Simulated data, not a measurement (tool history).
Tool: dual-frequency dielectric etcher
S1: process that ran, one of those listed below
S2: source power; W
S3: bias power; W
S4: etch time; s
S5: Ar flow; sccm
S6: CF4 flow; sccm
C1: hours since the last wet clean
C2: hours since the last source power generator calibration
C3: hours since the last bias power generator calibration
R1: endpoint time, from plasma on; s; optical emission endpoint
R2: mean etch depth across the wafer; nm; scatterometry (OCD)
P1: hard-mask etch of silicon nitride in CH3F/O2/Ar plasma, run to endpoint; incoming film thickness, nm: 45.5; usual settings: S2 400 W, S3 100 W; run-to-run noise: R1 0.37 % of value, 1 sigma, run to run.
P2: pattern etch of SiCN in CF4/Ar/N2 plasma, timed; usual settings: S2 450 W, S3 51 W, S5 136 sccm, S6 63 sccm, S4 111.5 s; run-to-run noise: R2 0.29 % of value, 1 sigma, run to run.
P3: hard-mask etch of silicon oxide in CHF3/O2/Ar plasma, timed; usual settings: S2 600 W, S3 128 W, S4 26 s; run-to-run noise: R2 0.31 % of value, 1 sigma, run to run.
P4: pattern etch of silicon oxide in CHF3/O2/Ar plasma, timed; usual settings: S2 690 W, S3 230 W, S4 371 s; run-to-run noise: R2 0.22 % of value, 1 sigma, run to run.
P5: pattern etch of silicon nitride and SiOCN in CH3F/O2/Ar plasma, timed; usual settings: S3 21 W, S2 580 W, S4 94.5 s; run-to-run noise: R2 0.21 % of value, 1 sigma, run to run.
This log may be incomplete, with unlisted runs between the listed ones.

run	hour	S1	S2	S3	S4	S5	S6	C1	C2	C3	R1	R2
1	6.9	P1	400	100				123.4	520.6	584.5	57.872	
2	14.2	P3	600	104	26			130.7	527.9	591.8		41.906
3	20.1	P1	400	100				136.6	533.8	597.7	58.327	
4	24.6	P2	450	51	111.5	178	63	141.1	538.3	602.2		74.938
5	30.3	P4	690	310	371			146.8	544	607.9		911.17
6	34.5	P1	400	100				151	548.2	612.1	58.075	
7	39.1	P1	400	100				155.6	552.8	616.7	58.18	
8	44.8	P2	450	51	111.5	136	50	161.3	558.5	622.4		75.822
9	49.2	P4	690	230	522.5			165.7	562.9	626.8		1155.6
10	54.3	P1	290	100				170.8	568	631.9	65.541	
11	61.3	P5	580	21	60.5			177.8	575	638.9		9.2004
12	67.8	P3	600	128	26			184.3	581.5	645.4		44.873
13	72.2	P1	400	100				188.7	585.9	649.8	57.75	
14	77.6	P5	580	21	94.5			194.1	591.3	655.2		14.399
15	83	P2	450	64	111.5	136	63	199.5	596.7	660.6		85.552
16	86.8	P1	400	80				203.3	600.5	664.4	62.963	
17	92.7	P4	690	230	371			209.2	606.4	670.3		818.37
18	99.6	P3	600	128	14.5			216.1	613.3	677.2		24.91
# hour 100.8: source power generator calibrated
19	105.1	P1	400	100				221.6	4.3	682.7	57.944	
20	111.5	P5	580	21	94.5			228	10.7	689.1		14.495
21	116.9	P3	480	128	26			233.4	16.1	694.5		40.883
22	123.6	P2	270	51	111.5	136	63	240.1	22.8	701.2		50.488
23	126.9	P1	400	133				243.4	26.1	704.5	52.275	
24	133.4	P3	600	128	26			249.9	32.6	711		44.458
25	138.2	P1	540	100				254.7	37.4	715.8	51.485	
26	144.8	P4	690	230	371			261.3	44	722.4		814.7
27	151.6	P2	450	51	111.5	136	63	268.1	50.8	729.2		79.119
28	158.5	P4	910	230	371			275	57.7	736.1		906.6
29	164.6	P5	730	21	94.5			281.1	63.8	742.2		15.619
30	169.2	P1	560	63				285.7	68.4	746.8	59.649	
31	175.4	P1	500	69				291.9	74.6	753	60.771	
32	180.3	P5	580	17	94.5			296.8	79.5	757.9		13.194
33	186.9	P2	450	51	143.5	136	63	303.4	86.1	764.5		101.94
34	191.2	P1	400	100				307.7	90.4	768.8	57.477	
35	196.6	P1	400	100				313.1	95.8	774.2	58.093	
36	203.5	P1	400	100				320	102.7	781.1	58.329	
37	209.6	P1	400	100				326.1	108.8	787.2	58.856	
38	215.8	P1	400	100				332.3	115	793.4	58.652	
39	220.4	P1	400	100				336.9	119.6	798	58.766	
# hour 224: wet clean of the chamber
40	226.2	P1	400	100				2.2	125.4	803.8	58.703	
41	231	P1	400	100				7	130.2	808.6	58.97	
42	235.4	P1	400	100				11.4	134.6	813	58.97	
43	238.8	P1	400	100				14.8	138	816.4	58.751	
44	242.5	P1	400	100				18.5	141.7	820.1	58.808	
45	246.8	P1	400	100				22.8	146	824.4	58.949	

P1 has crept away from where it was. The log is fitted equally well by each of these 2 causes, at the sizes shown:
A: source power that arrives under what is set, % = 4.86
B: bias power that arrives under what is set, % = 4.95
Onset of the creep was near hour 191.2.
Ruled out, with reasons:
chamber walls in a state that lowers the etch rate, %: serviced at hour 224, which brought nothing back

Consider the 4 single-wafer check runs listed below, results given as question marks: which one distinguishes between the causes by giving clearly different results for each?
check 1	251.1	P2	450	51	111.5	136	63					?
check 2	251.1	P4	690	230	371							?
check 3	251.1	P5	580	21	94.5							?
check 4	251.1	P3	600	128	26							?

Predicted outcomes, by check and by cause:
check	result	if A	if B
check 1	R2	75.513	77.528
check 2	R2	803.4	804.36
check 3	R2	14.163	14.106
check 4	R2	43.793	43.955
How far apart the two closest causes lie, in the result that separates them most: check 1 2.63 %; check 2 0.12 %; check 3 0.4 %; check 4 0.37 %
The other checks would show nearly matching results whichever cause is true, so check 1 is the only one that separates the causes.

With check 1 done, the readings were: R2 77.663 nm. Identify which of the listed causes applies.

The correct cause is B, namely: bias power that arrives under what is set, %.
